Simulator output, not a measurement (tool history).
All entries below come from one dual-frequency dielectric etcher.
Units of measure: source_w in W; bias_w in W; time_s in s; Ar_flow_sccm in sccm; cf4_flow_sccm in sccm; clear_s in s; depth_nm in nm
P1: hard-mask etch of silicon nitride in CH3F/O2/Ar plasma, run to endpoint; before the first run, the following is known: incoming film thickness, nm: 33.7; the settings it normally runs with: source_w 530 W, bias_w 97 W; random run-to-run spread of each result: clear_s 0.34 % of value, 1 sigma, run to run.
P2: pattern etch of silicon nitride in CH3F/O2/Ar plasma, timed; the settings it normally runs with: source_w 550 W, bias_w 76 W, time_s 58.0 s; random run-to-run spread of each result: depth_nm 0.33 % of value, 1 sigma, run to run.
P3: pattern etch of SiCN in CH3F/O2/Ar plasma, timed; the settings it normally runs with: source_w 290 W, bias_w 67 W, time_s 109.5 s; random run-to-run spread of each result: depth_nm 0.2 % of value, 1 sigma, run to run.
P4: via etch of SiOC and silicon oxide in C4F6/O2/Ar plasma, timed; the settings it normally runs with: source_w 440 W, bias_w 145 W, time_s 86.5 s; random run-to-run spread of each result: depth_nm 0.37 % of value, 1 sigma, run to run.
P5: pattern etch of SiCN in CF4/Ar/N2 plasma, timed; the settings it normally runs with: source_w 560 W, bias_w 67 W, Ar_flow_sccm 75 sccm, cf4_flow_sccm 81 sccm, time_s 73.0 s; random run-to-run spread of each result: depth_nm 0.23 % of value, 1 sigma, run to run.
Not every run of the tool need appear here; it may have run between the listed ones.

run    day  process  source_w  bias_w  time_s  Ar_flow_sccm  cf4_flow_sccm  hours since the last wet clean  hours since the last source power generator calibration  hours since the last bias power generator calibration  clear_s  depth_nm
  1  0.146       P1       530      97                                                                301.4                                                   1458.5                                                  371.4   40.620
  2  0.258       P3       290      95   109.5                                                        304.1                                                   1461.2                                                  374.1             39.214
  3  0.417       P5       560      41    73.0            75             81                           307.9                                                   1465.0                                                  377.9             69.202
  4  0.550       P1       320      97                                                                311.1                                                   1468.2                                                  381.1   48.990
  5  0.704       P4       360     145    86.5                                                        314.8                                                   1471.9                                                  384.8             84.954
  6  0.812       P1       530      97                                                                317.4                                                   1474.5                                                  387.4   40.619
  7  0.900       P1       620     135                                                                319.5                                                   1476.6                                                  389.5   33.963
  8  1.054       P1       640      60                                                                323.2                                                   1480.3                                                  393.2   44.299
  9  1.225       P5       560      67    73.0            75             81                           327.3                                                   1484.4                                                  397.3             80.201
 10  1.350       P5       750      67    73.0            75             81                           330.3                                                   1487.4                                                  400.3            104.750
 11  1.446       P2       550      76    58.0                                                        332.6                                                   1489.7                                                  402.6             45.176
 12  1.592       P1       670      97                                                                336.1                                                   1493.2                                                  406.1   37.201
 13  1.729       P5       560      67    73.0            96             81                           339.4                                                   1496.5                                                  409.4             77.331
 14  1.854       P3       290      67   137.5                                                        342.4                                                   1499.5                                                  412.4             43.419
 15  1.988       P1       530     133                                                                345.6                                                   1502.7                                                  415.6   36.218
 16  2.133       P5       560      67    89.5            75             81                           349.1                                                   1506.2                                                  419.1             98.453
 17  2.292       P4       440     145   125.5                                                        352.9                                                   1510.0                                                  422.9            133.520
 18  2.450       P1       530      97                                                                356.7                                                   1513.8                                                  426.7   40.508
 19  2.629       P1       530      97                                                                361.0                                                   1518.1                                                  431.0   40.618
 20  2.771       P1       530      76                                                                364.4                                                   1521.5                                                  434.4   44.453
 21  2.854       P2       550      76    58.0                                                        366.4                                                   1523.5                                                  436.4             45.444
 22  2.967       P3       180      67   109.5                                                        369.1                                                   1526.2                                                  439.1             28.999
 23  3.046       P1       730     131                                                                371.0                                                   1528.1                                                  441.0   32.259
 24  3.150       P2       440      76    58.0                                                        373.5                                                   1530.6                                                  443.5             41.861
 25  3.312       P5       560      67    73.0            75             57                           377.4                                                   1534.5                                                  447.4             76.347
 26  3.475       P2       550      55    58.0                                                        381.3                                                   1538.4                                                  451.3             40.889
 27  3.621       P1       530      97                                                                384.8                                                   1541.9                                                  454.8   40.663
 28  3.742       P3       290      67   109.5                                                        387.7                                                   1544.8                                                  457.7             34.494
 29  3.858       P2       550      76    37.0                                                        390.5                                                   1547.6                                                  460.5             28.885
 30  3.967       P4       440     145    86.5                                                        393.1                                                   1550.2                                                  463.1             91.837
 31  4.062       P3       290      67   109.5                                                        395.4                                                   1552.5                                                  465.4             34.558
 32  4.142       P4       440     189    86.5                                                        397.3                                                   1554.4                                                  467.3            100.280
 33  4.292       P1       530      97                                                                400.9                                                   1558.0                                                  470.9   40.554
 34  4.400       P1       530      97                                                                403.5                                                   1560.6                                                  473.5   40.541
 35  4.512       P1       530      97                                                                406.2                                                   1563.3                                                  476.2   40.325
 36  4.650       P1       530      97                                                                409.5                                                   1566.6                                                  479.5   40.195
 37  4.750       P1       530      97                                                                411.9                                                   1569.0                                                  481.9   40.135
 38  4.862       P1       530      97                                                                414.6                                                   1571.7                                                  484.6   39.844
     4.892  -- wet clean of the chamber
 39  5.008       P1       530      97                                                                  2.8                                                   1575.2                                                  488.1   40.185
 40  5.158       P1       530      97                                                                  6.4                                                   1578.8                                                  491.7   39.887
 41  5.271       P1       530      97                                                                  9.1                                                   1581.5                                                  494.4   39.864
 42  5.429       P1       530      97                                                                 12.9                                                   1585.3                                                  498.2   39.912
 43  5.588       P1       530      97                                                                 16.7                                                   1589.1                                                  502.0   39.948
 44  5.667       P1       530      97                                                                 18.6                                                   1591.0                                                  503.9   40.112

Compared with where it was, what P1 gives has crept away. Each cause listed below fits the log as well as the rest, at the size given for it:
A: source power that arrives over what is set, % = 4.57
B: bias power that arrives over what is set, % = 4.78
The drift started at roughly day 4.292.
Why every other cause is out:
chamber walls in a state that raises the etch rate, %: was serviced at day 4.892, once the creep was under way, yet the earlier output never came back

Of the 4 check runs listed below, each run on one wafer and each result written as a question mark, which would let you distinguish the listed causes because they would give clearly different results?
check 1  5.746       P2       550      76    58.0                                                                                                                                                                                               ?
check 2  5.746       P3       290      67   109.5                                                                                                                                                                                               ?
check 3  5.746       P4       440     145    86.5                                                                                                                                                                                               ?
check 4  5.746       P5       560      67    73.0            75             81                                                                                                                                                                  ?

Expected result of each check under each candidate cause:
  check    result    if A    if B
check 1  depth_nm  46.207  46.154
check 2  depth_nm  35.091  35.089
check 3  depth_nm  93.734  93.427
check 4  depth_nm  83.536  81.478
Smallest distance between any two causes, each pair judged by its most separating result, in per cent: check 1 0.11 %; check 2 0 %; check 3 0.33 %; check 4 2.49 %
Check 4 is the one run that separates the causes; every other check would come out nearly the same whichever cause is at work.

Here is what check 4 returned: depth_nm 81.352 nm. Which cause is it?

B is the cause: bias power that arrives over what is set, %.
